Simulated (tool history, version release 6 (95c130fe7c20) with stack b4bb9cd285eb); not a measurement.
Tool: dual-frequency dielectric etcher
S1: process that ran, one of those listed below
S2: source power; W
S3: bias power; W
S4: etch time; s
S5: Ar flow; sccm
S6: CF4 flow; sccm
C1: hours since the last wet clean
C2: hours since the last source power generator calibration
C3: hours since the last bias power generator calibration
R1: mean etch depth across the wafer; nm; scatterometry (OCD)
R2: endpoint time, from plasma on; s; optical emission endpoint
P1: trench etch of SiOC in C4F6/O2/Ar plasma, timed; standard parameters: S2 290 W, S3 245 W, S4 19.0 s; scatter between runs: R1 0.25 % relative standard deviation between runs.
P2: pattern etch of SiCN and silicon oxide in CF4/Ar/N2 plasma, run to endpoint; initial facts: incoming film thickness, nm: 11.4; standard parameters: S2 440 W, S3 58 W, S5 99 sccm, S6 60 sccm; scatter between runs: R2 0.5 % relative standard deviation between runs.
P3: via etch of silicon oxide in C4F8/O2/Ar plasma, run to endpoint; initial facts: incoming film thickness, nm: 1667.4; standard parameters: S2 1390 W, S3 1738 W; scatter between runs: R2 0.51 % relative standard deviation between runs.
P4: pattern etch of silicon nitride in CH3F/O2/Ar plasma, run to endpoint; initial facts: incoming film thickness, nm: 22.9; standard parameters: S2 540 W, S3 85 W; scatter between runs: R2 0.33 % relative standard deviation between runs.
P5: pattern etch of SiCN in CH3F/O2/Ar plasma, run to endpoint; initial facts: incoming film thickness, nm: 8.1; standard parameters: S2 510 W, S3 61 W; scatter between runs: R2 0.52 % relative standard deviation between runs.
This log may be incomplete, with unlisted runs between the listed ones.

run,hour,S1,S2,S3,S4,S5,S6,C1,C2,C3,R1,R2
1,10.1,P1,290,245,19.0,,,348.8,2990.2,2311.8,39.105,
2,18.1,P1,360,245,11.0,,,356.8,2998.2,2319.8,24.682,
3,32.3,P2,440,58,,99,60,371.0,3012.4,2334.0,,14.979
4,43.4,P3,1390,1738,,,,382.1,3023.5,2345.1,,401.180
5,55.7,P1,290,245,19.0,,,394.4,3035.8,2357.4,39.120,
6,69.2,P1,290,339,19.0,,,407.9,3049.3,2370.9,43.825,
7,76.1,P1,290,202,25.0,,,414.8,3056.2,2377.8,48.055,
8,88.5,P4,740,85,,,,427.2,3068.6,2390.2,,24.836
9,100.6,P1,220,245,19.0,,,439.3,3080.7,2402.3,35.225,
10,114.7,P4,540,109,,,,453.4,3094.8,2416.4,,25.619
# hour 126.8: source power generator calibrated
11,127.2,P2,440,58,,136,60,465.9,0.4,2428.9,,15.882
12,138.7,P2,530,58,,99,60,477.4,11.9,2440.4,,12.626
13,149.7,P1,360,156,19.0,,,488.4,22.9,2451.4,36.696,
14,163.1,P2,440,58,,99,76,501.8,36.3,2464.8,,14.503
15,174.3,P1,290,245,19.0,,,513.0,47.5,2476.0,39.109,
16,180.5,P4,540,85,,,,519.2,53.7,2482.2,,27.866
17,192.0,P3,1390,2372,,,,530.7,65.2,2493.7,,366.640
18,198.2,P1,290,245,19.0,,,536.9,71.4,2499.9,39.178,
19,209.6,P1,290,245,10.5,,,548.3,82.8,2511.3,21.642,
20,221.5,P1,340,245,19.0,,,560.2,94.7,2523.2,41.700,
21,234.7,P1,290,245,19.0,,,573.4,107.9,2536.4,39.173,
22,247.2,P5,510,61,,,,585.9,120.4,2548.9,,20.685

Run 23, settings as shown, results not yet in. Your forecast:
23,258.4,P3,1070,1738,,,,597.1,131.6,2560.1,,?

{"run 23": {"R2": 447.09}}

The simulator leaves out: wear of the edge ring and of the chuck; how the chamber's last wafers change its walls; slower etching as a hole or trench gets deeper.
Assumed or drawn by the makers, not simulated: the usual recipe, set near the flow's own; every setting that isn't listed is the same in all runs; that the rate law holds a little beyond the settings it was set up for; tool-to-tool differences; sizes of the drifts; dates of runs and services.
